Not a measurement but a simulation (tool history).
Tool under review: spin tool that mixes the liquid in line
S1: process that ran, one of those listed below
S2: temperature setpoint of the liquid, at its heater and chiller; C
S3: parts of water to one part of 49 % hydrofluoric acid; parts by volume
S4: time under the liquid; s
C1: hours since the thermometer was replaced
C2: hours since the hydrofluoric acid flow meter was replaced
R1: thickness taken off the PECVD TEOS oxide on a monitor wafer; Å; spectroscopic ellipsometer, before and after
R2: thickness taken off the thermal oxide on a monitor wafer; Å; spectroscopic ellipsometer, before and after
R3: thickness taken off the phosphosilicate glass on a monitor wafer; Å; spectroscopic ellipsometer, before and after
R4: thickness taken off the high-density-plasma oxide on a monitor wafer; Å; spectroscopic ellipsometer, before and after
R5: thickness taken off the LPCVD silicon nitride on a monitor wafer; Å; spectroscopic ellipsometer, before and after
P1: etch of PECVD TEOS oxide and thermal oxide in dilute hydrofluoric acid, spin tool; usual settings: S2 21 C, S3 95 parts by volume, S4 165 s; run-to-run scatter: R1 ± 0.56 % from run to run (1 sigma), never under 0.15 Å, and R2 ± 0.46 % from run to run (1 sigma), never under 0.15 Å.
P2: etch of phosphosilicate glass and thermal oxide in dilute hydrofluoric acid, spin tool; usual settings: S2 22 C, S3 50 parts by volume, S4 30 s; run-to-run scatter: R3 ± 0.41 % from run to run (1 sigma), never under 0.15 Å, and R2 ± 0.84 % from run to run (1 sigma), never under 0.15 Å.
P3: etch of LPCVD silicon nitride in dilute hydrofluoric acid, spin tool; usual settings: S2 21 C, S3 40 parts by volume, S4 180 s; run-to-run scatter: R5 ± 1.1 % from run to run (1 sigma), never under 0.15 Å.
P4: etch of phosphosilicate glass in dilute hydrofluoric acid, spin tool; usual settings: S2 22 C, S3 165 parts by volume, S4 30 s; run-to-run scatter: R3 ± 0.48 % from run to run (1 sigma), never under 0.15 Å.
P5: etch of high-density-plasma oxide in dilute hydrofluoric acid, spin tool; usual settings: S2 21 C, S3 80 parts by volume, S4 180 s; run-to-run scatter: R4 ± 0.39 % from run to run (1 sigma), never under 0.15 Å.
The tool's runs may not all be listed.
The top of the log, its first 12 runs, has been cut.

| run | hour | S1 | S2 | S3 | S4 | C1 | C2 | R1 | R2 | R3 | R4 | R5 |
|---|---|---|---|---|---|---|---|---|---|---|---|---|
| 13 | 157.2 | P1 | 21 | 30 | 85 | 514.9 | 1341.6 | 472.52 | 121.99 |  |  |  |
| 14 | 166.3 | P5 | 21 | 80 | 180 | 524 | 1350.7 |  |  |  | 111.58 |  |
| 15 | 182.3 | P1 | 21 | 95 | 165 | 540 | 1366.7 | 269.64 | 69.441 |  |  |  |
| 16 | 198.7 | P4 | 22 | 165 | 60 | 556.4 | 1383.1 |  |  | 305.68 |  |  |
| 17 | 216.2 | P1 | 21 | 95 | 165 | 573.9 | 1400.6 | 267.88 | 68.705 |  |  |  |
| 18 | 235.2 | P1 | 24.5 | 95 | 315 | 592.9 | 1419.6 | 589.35 | 152.88 |  |  |  |
| 19 | 245.3 | P3 | 21 | 40 | 260 | 603 | 1429.7 |  |  |  |  | 27.609 |
| 20 | 259.5 | P2 | 22 | 50 | 30 | 617.2 | 1443.9 |  | 27.031 | 422.33 |  |  |
| 21 | 273.6 | P2 | 22 | 20 | 30 | 631.3 | 1458 |  | 69.36 | 1096.7 |  |  |

Estimate the outcome of run 22 from the log above:
| 22 | 292.1 | P1 | 21 | 30 | 165 | 649.8 | 1476.5 | ? | ? |  |  |  |

{"run 22": {"R1": 919.73, "R2": 235.64}}
